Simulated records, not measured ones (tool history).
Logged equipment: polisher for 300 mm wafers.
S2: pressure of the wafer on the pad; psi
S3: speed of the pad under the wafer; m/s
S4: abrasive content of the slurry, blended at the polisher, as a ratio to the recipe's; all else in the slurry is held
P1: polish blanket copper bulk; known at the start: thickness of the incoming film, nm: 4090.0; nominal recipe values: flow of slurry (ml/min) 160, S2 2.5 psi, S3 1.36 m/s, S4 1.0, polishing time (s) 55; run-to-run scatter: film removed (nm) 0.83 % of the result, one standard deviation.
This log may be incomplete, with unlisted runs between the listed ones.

{"run": 1, "hour": 4.0, "flow of slurry (ml/min)": 160, "S2": 2.5, "S3": 1.36, "S4": 1.0, "polishing time (s)": 55, "film removed (nm)": 713.83}
{"run": 2, "hour": 7.4, "flow of slurry (ml/min)": 160, "S2": 2.5, "S3": 1.36, "S4": 1.2, "polishing time (s)": 55, "film removed (nm)": 745.67}
{"run": 3, "hour": 11.6, "flow of slurry (ml/min)": 205, "S2": 2.5, "S3": 0.74, "S4": 1.0, "polishing time (s)": 55, "film removed (nm)": 396.56}
{"run": 4, "hour": 18.0, "flow of slurry (ml/min)": 160, "S2": 2.5, "S3": 1.92, "S4": 1.0, "polishing time (s)": 55, "film removed (nm)": 1002.4}
{"run": 5, "hour": 22.2, "flow of slurry (ml/min)": 230, "S2": 2.5, "S3": 0.62, "S4": 1.0, "polishing time (s)": 55, "film removed (nm)": 342.47}
{"run": 6, "hour": 26.7, "flow of slurry (ml/min)": 160, "S2": 2.5, "S3": 1.36, "S4": 1.0, "polishing time (s)": 28, "film removed (nm)": 362.22}
{"run": 7, "hour": 29.5, "flow of slurry (ml/min)": 160, "S2": 2.5, "S3": 1.36, "S4": 1.0, "polishing time (s)": 55, "film removed (nm)": 709.63}
{"run": 8, "hour": 34.3, "flow of slurry (ml/min)": 95, "S2": 2.5, "S3": 1.36, "S4": 1.0, "polishing time (s)": 55, "film removed (nm)": 647.42}
{"run": 9, "hour": 38.3, "flow of slurry (ml/min)": 160, "S2": 2.5, "S3": 1.36, "S4": 1.0, "polishing time (s)": 85, "film removed (nm)": 1092.9}
{"run": 10, "hour": 41.4, "flow of slurry (ml/min)": 160, "S2": 3.7, "S3": 1.36, "S4": 1.0, "polishing time (s)": 55, "film removed (nm)": 1061.2}
{"run": 11, "hour": 47.5, "flow of slurry (ml/min)": 160, "S2": 2.5, "S3": 1.36, "S4": 0.6, "polishing time (s)": 55, "film removed (nm)": 635.16}
{"run": 12, "hour": 52.5, "flow of slurry (ml/min)": 160, "S2": 2.5, "S3": 1.36, "S4": 1.0, "polishing time (s)": 55, "film removed (nm)": 721.94}
{"hour": 54.6, "done": "head pressure recalibrated"}
{"run": 13, "hour": 56.4, "flow of slurry (ml/min)": 160, "S2": 2.5, "S3": 1.36, "S4": 1.0, "polishing time (s)": 55, "film removed (nm)": 711.36}
{"run": 14, "hour": 60.3, "flow of slurry (ml/min)": 160, "S2": 3.7, "S3": 1.36, "S4": 1.0, "polishing time (s)": 81, "film removed (nm)": 1568.2}
{"run": 15, "hour": 64.2, "flow of slurry (ml/min)": 160, "S2": 2.5, "S3": 1.36, "S4": 1.0, "polishing time (s)": 55, "film removed (nm)": 713.55}
{"run": 16, "hour": 68.0, "flow of slurry (ml/min)": 205, "S2": 2.5, "S3": 1.36, "S4": 1.0, "polishing time (s)": 55, "film removed (nm)": 742.42}
{"run": 17, "hour": 73.5, "flow of slurry (ml/min)": 160, "S2": 1.5, "S3": 1.36, "S4": 1.0, "polishing time (s)": 55, "film removed (nm)": 431.98}
{"run": 18, "hour": 79.6, "flow of slurry (ml/min)": 160, "S2": 2.5, "S3": 0.62, "S4": 1.0, "polishing time (s)": 55, "film removed (nm)": 325.96}
{"run": 19, "hour": 85.0, "flow of slurry (ml/min)": 160, "S2": 2.5, "S3": 1.36, "S4": 1.0, "polishing time (s)": 55, "film removed (nm)": 708.79}
{"run": 20, "hour": 90.3, "flow of slurry (ml/min)": 160, "S2": 2.5, "S3": 1.36, "S4": 1.0, "polishing time (s)": 55, "film removed (nm)": 684.76}
{"run": 21, "hour": 95.9, "flow of slurry (ml/min)": 160, "S2": 2.5, "S3": 1.36, "S4": 1.0, "polishing time (s)": 55, "film removed (nm)": 682.8}
{"run": 22, "hour": 101.1, "flow of slurry (ml/min)": 160, "S2": 2.5, "S3": 1.36, "S4": 1.0, "polishing time (s)": 55, "film removed (nm)": 673.42}
{"hour": 104.4, "done": "worn pad replaced by a new one"}
{"hour": 106.0, "done": "slurry blender recalibrated"}
{"run": 23, "hour": 106.8, "flow of slurry (ml/min)": 160, "S2": 2.5, "S3": 1.36, "S4": 1.0, "polishing time (s)": 55, "film removed (nm)": 673.32}
{"run": 24, "hour": 111.3, "flow of slurry (ml/min)": 160, "S2": 2.5, "S3": 1.36, "S4": 1.0, "polishing time (s)": 55, "film removed (nm)": 677.35}
{"run": 25, "hour": 115.6, "flow of slurry (ml/min)": 160, "S2": 2.5, "S3": 1.36, "S4": 1.0, "polishing time (s)": 55, "film removed (nm)": 674.26}

P1 has crept away from where it was. The log is fitted equally well by each of these 2 causes, at the sizes shown:
A: head's pressure below its setpoint, % = 5.83
B: slurry flow missing at the pad, % = 27.3
At approximately hour 85.0, the process output began to creep.
The rest of the possible causes, and what rules out each one:
removal rate lost through wear of the pad, %: serviced at hour 104.4, which brought nothing back
abrasive missing from the slurry, %: serviced at hour 106.0, which brought nothing back

The 4 check runs listed below each average the results of 5 wafers, and their outcomes are marked with question marks. Under which run would the listed causes produce clearly different results?
{"run": "check 1", "hour": 119.9, "flow of slurry (ml/min)": 160, "S2": 2.5, "S3": 0.96, "S4": 1.0, "polishing time (s)": 55, "film removed (nm)": "?"}
{"run": "check 2", "hour": 119.9, "flow of slurry (ml/min)": 105, "S2": 2.5, "S3": 1.36, "S4": 1.2, "polishing time (s)": 55, "film removed (nm)": "?"}
{"run": "check 3", "hour": 119.9, "flow of slurry (ml/min)": 160, "S2": 3.5, "S3": 1.36, "S4": 1.0, "polishing time (s)": 55, "film removed (nm)": "?"}
{"run": "check 4", "hour": 119.9, "flow of slurry (ml/min)": 160, "S2": 2.5, "S3": 1.36, "S4": 0.65, "polishing time (s)": 55, "film removed (nm)": "?"}

Outcome of each check run for each possible cause:
check=check_1 result=film_removed_(nm) if_A=473.19 if_B=473.13
check=check_2 result=film_removed_(nm) if_A=641.49 if_B=624.07
check=check_3 result=film_removed_(nm) if_A=938.50 if_B=938.38
check=check_4 result=film_removed_(nm) if_A=612.71 if_B=612.64
Gap, in per cent, between the two causes that each check separates least, read from the result that separates them most: check 1 0.01 %; check 2 2.75 %; check 3 0.01 %; check 4 0.01 %
Check 2 is the one run that separates the causes; every other check would come out nearly the same whichever cause is at work.

With check 2 done, the readings were: film removed (nm) 644.25. Identify which of the listed causes applies.

It was cause A: head's pressure below its setpoint, %.
